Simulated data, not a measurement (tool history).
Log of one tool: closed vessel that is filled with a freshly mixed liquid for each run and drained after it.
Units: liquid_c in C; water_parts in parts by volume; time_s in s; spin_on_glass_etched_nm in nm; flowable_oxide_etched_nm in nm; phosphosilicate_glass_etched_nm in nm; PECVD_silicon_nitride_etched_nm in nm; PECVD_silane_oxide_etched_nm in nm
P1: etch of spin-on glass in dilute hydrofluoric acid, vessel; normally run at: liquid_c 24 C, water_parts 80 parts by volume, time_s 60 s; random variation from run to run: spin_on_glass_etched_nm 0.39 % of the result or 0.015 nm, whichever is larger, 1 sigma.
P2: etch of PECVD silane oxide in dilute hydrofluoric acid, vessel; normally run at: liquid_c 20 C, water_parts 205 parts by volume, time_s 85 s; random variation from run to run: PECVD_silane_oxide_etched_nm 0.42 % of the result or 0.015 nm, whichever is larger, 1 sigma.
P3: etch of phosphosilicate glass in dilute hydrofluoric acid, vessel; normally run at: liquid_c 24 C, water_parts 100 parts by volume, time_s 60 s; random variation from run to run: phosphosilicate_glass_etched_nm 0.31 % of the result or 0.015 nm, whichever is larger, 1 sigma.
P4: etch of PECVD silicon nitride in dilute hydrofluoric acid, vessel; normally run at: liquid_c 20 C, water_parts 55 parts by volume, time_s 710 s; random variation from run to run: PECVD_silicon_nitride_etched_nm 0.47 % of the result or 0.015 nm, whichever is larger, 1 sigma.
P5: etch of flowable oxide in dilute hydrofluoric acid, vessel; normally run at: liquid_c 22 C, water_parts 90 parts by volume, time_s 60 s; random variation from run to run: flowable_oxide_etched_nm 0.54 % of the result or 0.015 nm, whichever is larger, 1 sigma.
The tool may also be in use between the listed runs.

run   hour  process  liquid_c  water_parts  time_s  spin_on_glass_etched_nm  flowable_oxide_etched_nm  phosphosilicate_glass_etched_nm  PECVD_silicon_nitride_etched_nm  PECVD_silane_oxide_etched_nm
  1      9       P1        24           80      60                   38.832
  2   21.7       P1        24           40      60                   82.468
  3   38.3       P5        22           90      60                                             20.004
  4   55.2       P3        24           60      60                                                                              128.01
  5   67.8       P5        22           50      60                                             37.402
  6     81       P4        20           55    1150                                                                                                               60.838
  7   92.8       P1        24           80      30                   19.399
  8  106.4       P1        24           80      60                   38.968
  9  121.9       P2        20          205      85                                                                                                                                             12.001
 10  130.6       P1        24          120      60                   24.871
 11  148.6       P1        30          110      60                   34.484
 12  162.9       P1      18.5           80      60                   31.073
 13  176.2       P5        17           90      60                                             16.261
 14  191.8       P1        24           80      60                   39.089
 15  199.9       P3        24          100      60                                                                              73.206
 16  212.6       P2        20          205      30                                                                                                                                             4.2508
 17  221.9       P5        22           90      60                                             20.084
 18  236.2       P1        24           80      60                   38.692
 19  245.4       P4        17           55     710                                                                                                               30.549
 20  258.4       P1        24           80      60                   39.075
 21  270.6       P3        24          100      30                                                                              36.641
 22  282.7       P4        20           20     710                                                                                                                100.3
 23  292.4       P1      31.5           80      60                    52.23
 24  303.1       P2        20           80      85                                                                                                                                             35.335
 25  315.2       P2        17          205      85                                                                                                                                             10.659
     320.6  -- hydrofluoric acid flow meter replaced
 26  324.4       P2        20          205      85                                                                                                                                             11.975
 27  339.7       P3      29.5          100      60                                                                              90.545
 28  357.7       P4        20           55     710                                                                                                               37.857
 29  365.7       P5        22           90      95                                              31.33
 30  382.8       P1        24           80     100                   64.861
 31  397.7       P1        24           80      60                   38.872
 32  406.3       P1        24           80      60                    38.49
 33  416.5       P1        24           80      60                   37.907
 34  426.8       P1        24           80      60                   37.446
 35  444.3       P1        24           80      60                    37.26
 36  453.6       P1        24           80      60                   36.916
 37  465.5       P1        24           80      60                   36.695
 38  473.5       P1        24           80      60                   36.892
 39  482.8       P1        24           80      60                    36.75
 40  494.4       P1        24           80      60                   36.641
 41    508       P1        24           80      60                   36.763
 42  519.4       P1        24           80      60                   36.732

What P1 gives has crept away from where it was. These 2 causes fit the log equally well, each at the size given:
A: hydrofluoric acid flow below the setpoint (%) = 5.45
B: liquid colder than its thermometer reads (K) = 1.54
The creep began at about hour 397.7.

4 check runs are offered, one wafer each, their results left as question marks. Which one tells the causes apart?
check 1  530.8       P3        24          100      60                                                                                   ?
check 2  530.8       P4        20           55     710                                                                                                                    ?
check 3  530.8       P5        22           90      60                                                  ?
check 4  530.8       P2        20          205      85                                                                                                                                                  ?

What each check would give under each cause:
  check                           result    if A    if B
check 1  phosphosilicate_glass_etched_nm  68.816  68.927
check 2  PECVD_silicon_nitride_etched_nm  35.658  33.824
check 3         flowable_oxide_etched_nm  18.743  18.729
check 4     PECVD_silane_oxide_etched_nm  11.226  11.313
How far apart the two closest causes lie, in the result that separates them most: check 1 0.16 %; check 2 5.28 %; check 3 0.08 %; check 4 0.77 %
Only check 2 tells the causes apart: in the others they would give nearly the same result.

Check 2 was then run and gave: PECVD_silicon_nitride_etched_nm 35.446 nm. Which cause is it?

It is A: hydrofluoric acid flow below the setpoint (%).
